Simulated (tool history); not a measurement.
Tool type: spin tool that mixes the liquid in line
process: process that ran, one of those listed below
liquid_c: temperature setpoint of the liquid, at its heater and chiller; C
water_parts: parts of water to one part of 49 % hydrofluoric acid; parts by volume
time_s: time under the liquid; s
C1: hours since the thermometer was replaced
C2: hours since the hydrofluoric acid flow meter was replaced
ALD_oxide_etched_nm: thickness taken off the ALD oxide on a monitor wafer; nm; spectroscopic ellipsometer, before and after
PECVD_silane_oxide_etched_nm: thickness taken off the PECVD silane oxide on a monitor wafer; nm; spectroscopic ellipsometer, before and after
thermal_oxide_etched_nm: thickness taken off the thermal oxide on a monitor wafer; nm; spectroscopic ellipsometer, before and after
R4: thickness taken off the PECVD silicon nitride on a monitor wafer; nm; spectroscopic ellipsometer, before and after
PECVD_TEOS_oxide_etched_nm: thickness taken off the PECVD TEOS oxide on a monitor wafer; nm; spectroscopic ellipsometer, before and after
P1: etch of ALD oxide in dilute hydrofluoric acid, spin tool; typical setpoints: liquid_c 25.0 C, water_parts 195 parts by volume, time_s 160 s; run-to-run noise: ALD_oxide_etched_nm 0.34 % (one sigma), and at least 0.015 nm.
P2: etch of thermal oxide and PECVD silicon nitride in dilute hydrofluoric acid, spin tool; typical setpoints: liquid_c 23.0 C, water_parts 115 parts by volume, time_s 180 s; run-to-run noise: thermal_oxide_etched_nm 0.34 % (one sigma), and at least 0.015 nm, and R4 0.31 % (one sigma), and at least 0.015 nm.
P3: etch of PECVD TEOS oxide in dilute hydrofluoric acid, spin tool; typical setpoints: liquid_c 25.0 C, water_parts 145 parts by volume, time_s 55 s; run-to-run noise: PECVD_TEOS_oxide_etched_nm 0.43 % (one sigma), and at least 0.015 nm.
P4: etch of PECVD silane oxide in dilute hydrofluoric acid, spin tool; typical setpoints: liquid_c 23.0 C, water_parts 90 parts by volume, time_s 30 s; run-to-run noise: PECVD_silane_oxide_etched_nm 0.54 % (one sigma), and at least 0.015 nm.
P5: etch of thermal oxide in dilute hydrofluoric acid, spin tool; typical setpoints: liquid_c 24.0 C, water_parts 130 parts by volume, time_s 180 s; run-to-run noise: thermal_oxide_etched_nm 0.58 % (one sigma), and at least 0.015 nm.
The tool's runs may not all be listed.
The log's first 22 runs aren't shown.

{"run": 23, "hour": 215.5, "process": "P3", "liquid_c": 25.0, "water_parts": 195, "time_s": 55, "C1": 1890.7, "C2": 1055.7, "PECVD_TEOS_oxide_etched_nm": 4.1453}
{"run": 24, "hour": 221.7, "process": "P1", "liquid_c": 30.5, "water_parts": 195, "time_s": 160, "C1": 1896.9, "C2": 1061.9, "ALD_oxide_etched_nm": 9.952}
{"run": 25, "hour": 229.5, "process": "P5", "liquid_c": 24.0, "water_parts": 130, "time_s": 180, "C1": 1904.7, "C2": 1069.7, "thermal_oxide_etched_nm": 6.3678}
{"run": 26, "hour": 237.3, "process": "P3", "liquid_c": 17.0, "water_parts": 145, "time_s": 55, "C1": 1912.5, "C2": 1077.5, "PECVD_TEOS_oxide_etched_nm": 4.3192}
{"run": 27, "hour": 245.7, "process": "P5", "liquid_c": 20.0, "water_parts": 130, "time_s": 180, "C1": 1920.9, "C2": 1085.9, "thermal_oxide_etched_nm": 5.4214}
{"run": 28, "hour": 252.6, "process": "P1", "liquid_c": 25.0, "water_parts": 195, "time_s": 160, "C1": 1927.8, "C2": 1092.8, "ALD_oxide_etched_nm": 8.1522}
{"run": 29, "hour": 259.8, "process": "P1", "liquid_c": 17.5, "water_parts": 195, "time_s": 160, "C1": 1935.0, "C2": 1100.0, "ALD_oxide_etched_nm": 6.1391}
{"run": 30, "hour": 267.0, "process": "P3", "liquid_c": 25.0, "water_parts": 145, "time_s": 55, "C1": 1942.2, "C2": 1107.2, "PECVD_TEOS_oxide_etched_nm": 5.8878}
{"run": 31, "hour": 272.6, "process": "P1", "liquid_c": 25.0, "water_parts": 195, "time_s": 160, "C1": 1947.8, "C2": 1112.8, "ALD_oxide_etched_nm": 8.1782}
{"run": 32, "hour": 279.2, "process": "P1", "liquid_c": 25.0, "water_parts": 195, "time_s": 160, "C1": 1954.4, "C2": 1119.4, "ALD_oxide_etched_nm": 8.3122}
{"run": 33, "hour": 289.8, "process": "P1", "liquid_c": 25.0, "water_parts": 195, "time_s": 160, "C1": 1965.0, "C2": 1130.0, "ALD_oxide_etched_nm": 8.4357}
{"run": 34, "hour": 300.3, "process": "P1", "liquid_c": 25.0, "water_parts": 195, "time_s": 160, "C1": 1975.5, "C2": 1140.5, "ALD_oxide_etched_nm": 8.5371}
{"run": 35, "hour": 309.5, "process": "P1", "liquid_c": 25.0, "water_parts": 195, "time_s": 160, "C1": 1984.7, "C2": 1149.7, "ALD_oxide_etched_nm": 8.6207}
{"run": 36, "hour": 318.0, "process": "P1", "liquid_c": 25.0, "water_parts": 195, "time_s": 160, "C1": 1993.2, "C2": 1158.2, "ALD_oxide_etched_nm": 8.669}

Estimate the outcome of run 37 from the log above:
{"run": 37, "hour": 327.5, "process": "P1", "liquid_c": 25.0, "water_parts": 195, "time_s": 160, "C1": 2002.7, "C2": 1167.7, "ALD_oxide_etched_nm": "?"}

ALD_oxide_etched_nm: 8.6756 nm
